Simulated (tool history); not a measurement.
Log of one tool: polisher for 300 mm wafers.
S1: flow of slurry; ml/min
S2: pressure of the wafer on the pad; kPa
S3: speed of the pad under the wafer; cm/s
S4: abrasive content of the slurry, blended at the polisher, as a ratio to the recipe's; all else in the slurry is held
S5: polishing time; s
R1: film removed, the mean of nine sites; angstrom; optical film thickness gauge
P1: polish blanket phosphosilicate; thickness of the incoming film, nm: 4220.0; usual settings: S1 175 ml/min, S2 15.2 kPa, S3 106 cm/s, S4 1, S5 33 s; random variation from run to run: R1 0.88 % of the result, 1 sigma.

run,hour,S1,S2,S3,S4,S5,R1
1,6.6,175,15.2,106,1,33,2249.8
2,16.4,230,15.2,106,1.4,33,2679.5
3,23.8,270,15.2,106,1,33,2361
4,30,175,7.6,106,1,33,1130.7
5,38.2,175,15.2,166,1,33,3235.1
6,48.3,175,15.2,48,1,33,1210.1
7,54.7,175,15.2,106,1,33,2284.8
8,63.5,175,15.2,106,1,33,2282.9
9,70.1,175,15.2,106,1.5,33,2688.7
10,77.7,175,15.2,106,1,49,3344.5
# hour 78.8: slurry nozzle cleaned
11,83.5,175,15.2,106,1,16,1101.4
12,90,175,15.2,106,1,33,2263.6
13,95.8,175,15.2,106,0.5,33,1568.6
# hour 100.5: head pressure recalibrated
14,101,175,21.4,106,1,33,3220.5
15,107.9,105,15.2,106,1,33,2042.4
16,115.5,175,15.2,106,1,33,2271.6

Run 17 comes next. What will it give?
17,123,175,15.2,106,1,33,?

R1: 2265.8 angstrom

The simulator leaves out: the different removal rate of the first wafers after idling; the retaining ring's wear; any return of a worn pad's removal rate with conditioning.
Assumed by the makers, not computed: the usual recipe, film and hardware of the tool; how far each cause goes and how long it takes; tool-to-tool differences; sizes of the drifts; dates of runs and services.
